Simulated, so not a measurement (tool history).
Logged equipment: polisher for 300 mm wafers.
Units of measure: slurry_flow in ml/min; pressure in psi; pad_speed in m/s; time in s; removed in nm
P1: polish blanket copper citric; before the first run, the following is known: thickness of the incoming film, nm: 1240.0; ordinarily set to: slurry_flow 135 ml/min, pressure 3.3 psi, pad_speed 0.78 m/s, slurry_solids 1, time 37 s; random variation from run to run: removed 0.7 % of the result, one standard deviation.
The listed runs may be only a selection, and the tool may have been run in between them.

run  hour  slurry_flow  pressure  pad_speed  slurry_solids  time  wafers polished on this pad  hours since the slurry nozzle was cleaned  hours since the head pressure was calibrated  hours since the slurry blender was calibrated  removed
  1     4          135       3.3       0.78              1    37                          154                                      317.9                                         210.3                                          117.1   66.437
  2   7.1           80       3.3       0.78              1    37                          173                                        321                                         213.4                                          120.2   59.111
  3  11.4          135       3.3       0.78              1    37                          199                                      325.3                                         217.7                                          124.5   67.599
  4  14.9          135       3.3       0.78            1.5    37                          220                                      328.8                                         221.2                                            128   72.383
  5  17.4          135       3.3       0.78           0.75    37                          235                                      331.3                                         223.7                                          130.5   62.806
  6  21.1          135       3.3       0.78           1.45    49                          257                                        335                                         227.4                                          134.2   96.189
  7  23.8          135       3.3       0.78              1    37                          273                                      337.7                                         230.1                                          136.9   66.306
     26.2  -- slurry nozzle cleaned
  8  29.2          135       3.3       0.36              1    37                          305                                        3.1                                         235.5                                          142.3   31.638
  9  31.9          200       3.3       0.78              1    37                          322                                        5.8                                         238.2                                            145   71.165
 10  35.3          135       3.3       1.08              1    37                          342                                        9.2                                         241.6                                          148.4   93.038
 11  40.8          135       3.3       0.78              1    37                          375                                       14.7                                         247.1                                          153.9   67.186
 12  43.9          135         5       0.78              1    37                          394                                       17.8                                         250.2                                            157   100.74
 13  46.6          135       3.3       0.78              1    17                          410                                       20.5                                         252.9                                          159.7   30.753
 14  51.6          135       3.3       0.78              1    37                          440                                       25.5                                         257.9                                          164.7   66.678
 15  56.9          135       1.5       0.78              1    37                          472                                       30.8                                         263.2                                            170   31.419
 16  60.8          135       3.3       0.78              1    37                          495                                       34.7                                         267.1                                          173.9   66.894
 17  63.9          135       3.3       0.78              1    58                          514                                       37.8                                         270.2                                            177   106.24
 18  66.7          135       3.3       0.78              1    37                          530                                       40.6                                           273                                          179.8   66.369
 19  72.2          135       3.3       0.78              1    37                          563                                       46.1                                         278.5                                          185.3   63.851
 20  77.6          135       3.3       0.78              1    37                          596                                       51.5                                         283.9                                          190.7   63.174
 21  80.7          135       3.3       0.78              1    37                          614                                       54.6                                           287                                          193.8   62.713
     81.1  -- slurry blender recalibrated
     81.8  -- worn pad replaced by a new one
 22  83.2          135       3.3       0.78              1    37                            8                                       57.1                                         289.5                                            2.2   62.694
 23  87.6          135       3.3       0.78              1    37                           34                                       61.5                                         293.9                                            6.6   62.277

What does the tool deliver on the next run?
 24  91.8          135       3.3       0.78              1    37                           59                                       65.7                                         298.1                                           10.8        ?

{"run 24": {"removed": 62.071}}
